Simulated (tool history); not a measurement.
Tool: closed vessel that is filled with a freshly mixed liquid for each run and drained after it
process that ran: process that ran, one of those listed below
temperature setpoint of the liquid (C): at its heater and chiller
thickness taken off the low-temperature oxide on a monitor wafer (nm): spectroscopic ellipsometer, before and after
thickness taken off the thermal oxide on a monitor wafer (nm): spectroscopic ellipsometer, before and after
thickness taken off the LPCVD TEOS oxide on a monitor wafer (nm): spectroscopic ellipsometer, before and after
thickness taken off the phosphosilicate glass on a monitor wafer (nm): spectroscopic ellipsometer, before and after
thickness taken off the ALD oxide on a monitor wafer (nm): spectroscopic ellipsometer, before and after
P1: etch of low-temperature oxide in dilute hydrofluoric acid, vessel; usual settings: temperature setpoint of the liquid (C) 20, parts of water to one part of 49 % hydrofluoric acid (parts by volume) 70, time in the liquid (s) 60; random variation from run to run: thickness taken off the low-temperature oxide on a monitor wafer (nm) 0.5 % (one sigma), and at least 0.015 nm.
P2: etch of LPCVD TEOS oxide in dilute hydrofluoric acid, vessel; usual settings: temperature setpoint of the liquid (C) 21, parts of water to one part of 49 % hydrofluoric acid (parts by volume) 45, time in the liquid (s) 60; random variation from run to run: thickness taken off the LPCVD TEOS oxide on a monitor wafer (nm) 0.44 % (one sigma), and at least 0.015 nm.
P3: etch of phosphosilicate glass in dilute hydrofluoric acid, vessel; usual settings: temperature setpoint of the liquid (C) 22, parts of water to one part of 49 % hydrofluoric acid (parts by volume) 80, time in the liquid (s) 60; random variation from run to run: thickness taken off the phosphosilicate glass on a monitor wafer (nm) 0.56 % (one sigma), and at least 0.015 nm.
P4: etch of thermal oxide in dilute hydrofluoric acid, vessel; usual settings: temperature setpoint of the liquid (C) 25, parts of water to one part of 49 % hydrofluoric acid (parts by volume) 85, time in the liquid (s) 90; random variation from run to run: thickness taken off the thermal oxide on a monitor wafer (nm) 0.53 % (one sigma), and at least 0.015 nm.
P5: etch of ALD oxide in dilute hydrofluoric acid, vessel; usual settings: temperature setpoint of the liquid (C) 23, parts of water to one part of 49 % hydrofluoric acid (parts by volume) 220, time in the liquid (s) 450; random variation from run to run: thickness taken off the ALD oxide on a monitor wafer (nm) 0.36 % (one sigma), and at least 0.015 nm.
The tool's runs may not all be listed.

run,hour,process that ran,temperature setpoint of the liquid (C),parts of water to one part of 49 % hydrofluoric acid (parts by volume),time in the liquid (s),hours since the thermometer was replaced,hours since the hydrofluoric acid flow meter was replaced,thickness taken off the low-temperature oxide on a monitor wafer (nm),thickness taken off the thermal oxide on a monitor wafer (nm),thickness taken off the LPCVD TEOS oxide on a monitor wafer (nm),thickness taken off the phosphosilicate glass on a monitor wafer (nm),thickness taken off the ALD oxide on a monitor wafer (nm)
1,7.9,P1,20,70,60,292.3,876,26.542,,,,
2,13.7,P4,25,85,35,298.1,881.8,,2.0432,,,
3,20.6,P4,25,85,90,305,888.7,,5.1759,,,
4,27.7,P2,21,45,60,312.1,895.8,,,20.887,,
5,32.5,P3,29.5,80,60,316.9,900.6,,,,154.65,
6,39.1,P1,17,100,60,323.5,907.2,15.892,,,,
7,46.8,P5,23,220,450,331.2,914.9,,,,,54.841
8,51.3,P1,20,70,60,335.7,919.4,26.541,,,,
9,58.5,P5,23,220,775,342.9,926.6,,,,,93.905
10,62.9,P1,20,20,60,347.3,931,99.085,,,,
11,68,P2,26,45,60,352.4,936.1,,,25.913,,
12,75.2,P1,20,70,60,359.6,943.3,26.516,,,,
13,80.5,P1,20,70,60,364.9,948.6,26.594,,,,
14,86.7,P5,23,390,450,371.1,954.8,,,,,26.271
15,92.3,P1,17,70,60,376.7,960.4,23.466,,,,
16,97.9,P1,20,110,60,382.3,966,16.258,,,,
17,104.9,P3,22,125,60,389.3,973,,,,70.084,
18,110.1,P1,25.5,70,60,394.5,978.2,33.51,,,,
19,114.3,P1,20,70,60,398.7,982.4,26.671,,,,
20,118.3,P2,21,25,60,402.7,986.4,,,38.559,,
21,125.1,P3,22,80,60,409.5,993.2,,,,114.79,
22,131.3,P2,21,45,30,415.7,999.4,,,10.394,,
23,135.2,P1,20,70,105,419.6,1003.3,46.845,,,,
24,141.7,P3,22,80,105,426.1,1009.8,,,,202.53,
25,147.5,P4,25,25,90,431.9,1015.6,,19.048,,,
26,151.5,P5,17,220,450,435.9,1019.6,,,,,43.465
27,157.5,P2,21,45,60,441.9,1025.6,,,20.779,,
# hour 160.7: hydrofluoric acid flow meter replaced
28,163.4,P1,20,70,30,447.8,2.8,13.223,,,,
29,170.9,P1,20,70,60,455.3,10.3,26.644,,,,
30,176.5,P4,29,85,90,460.9,15.9,,6.0262,,,
31,182.9,P1,20,70,60,467.3,22.3,26.529,,,,
32,191,P1,20,70,60,475.4,30.4,25.822,,,,
33,194.9,P1,20,70,60,479.3,34.3,25.683,,,,
34,198.9,P1,20,70,60,483.3,38.3,25.223,,,,
35,205.4,P1,20,70,60,489.8,44.8,25.061,,,,
36,210.3,P1,20,70,60,494.7,49.7,24.843,,,,
37,214.1,P1,20,70,60,498.5,53.5,24.697,,,,
38,222.1,P1,20,70,60,506.5,61.5,24.88,,,,
39,229.9,P1,20,70,60,514.3,69.3,24.542,,,,
40,237.1,P1,20,70,60,521.5,76.5,24.444,,,,
41,245.1,P1,20,70,60,529.5,84.5,24.568,,,,
42,249.8,P1,20,70,60,534.2,89.2,24.619,,,,

What P1 gives has crept away from where it was. These 2 causes fit the log equally well, each at the size given:
A: liquid colder than its thermometer reads (K) = 2.04
B: hydrofluoric acid flow below the setpoint (%) = 7.62
The creep began at about hour 182.9.

4 check runs are offered, one wafer each, their results left as question marks. Which one tells the causes apart?
check 1,254.5,P2,25.5,25,60,,,,,?,,
check 2,254.5,P4,25,25,90,,,,?,,,
check 3,254.5,P3,29,80,95,,,,,,?,
check 4,254.5,P5,19.5,390,450,,,,,,,?

What each check would give under each cause:
check,result,if A,if B
check 1,thickness taken off the LPCVD TEOS oxide on a monitor wafer (nm),42.653,42.797
check 2,thickness taken off the thermal oxide on a monitor wafer (nm),17.461,17.526
check 3,thickness taken off the phosphosilicate glass on a monitor wafer (nm),222.87,220.78
check 4,thickness taken off the ALD oxide on a monitor wafer (nm),21.71,21.008
How far apart the two closest causes lie, in the result that separates them most: check 1 0.34 %; check 2 0.37 %; check 3 0.94 %; check 4 3.29 %
Only check 4 tells the causes apart: in the others they would give nearly the same result.

Then check 4 was run and gave: thickness taken off the ALD oxide on a monitor wafer (nm) 21.065. Which cause is it?

It is B: hydrofluoric acid flow below the setpoint (%).
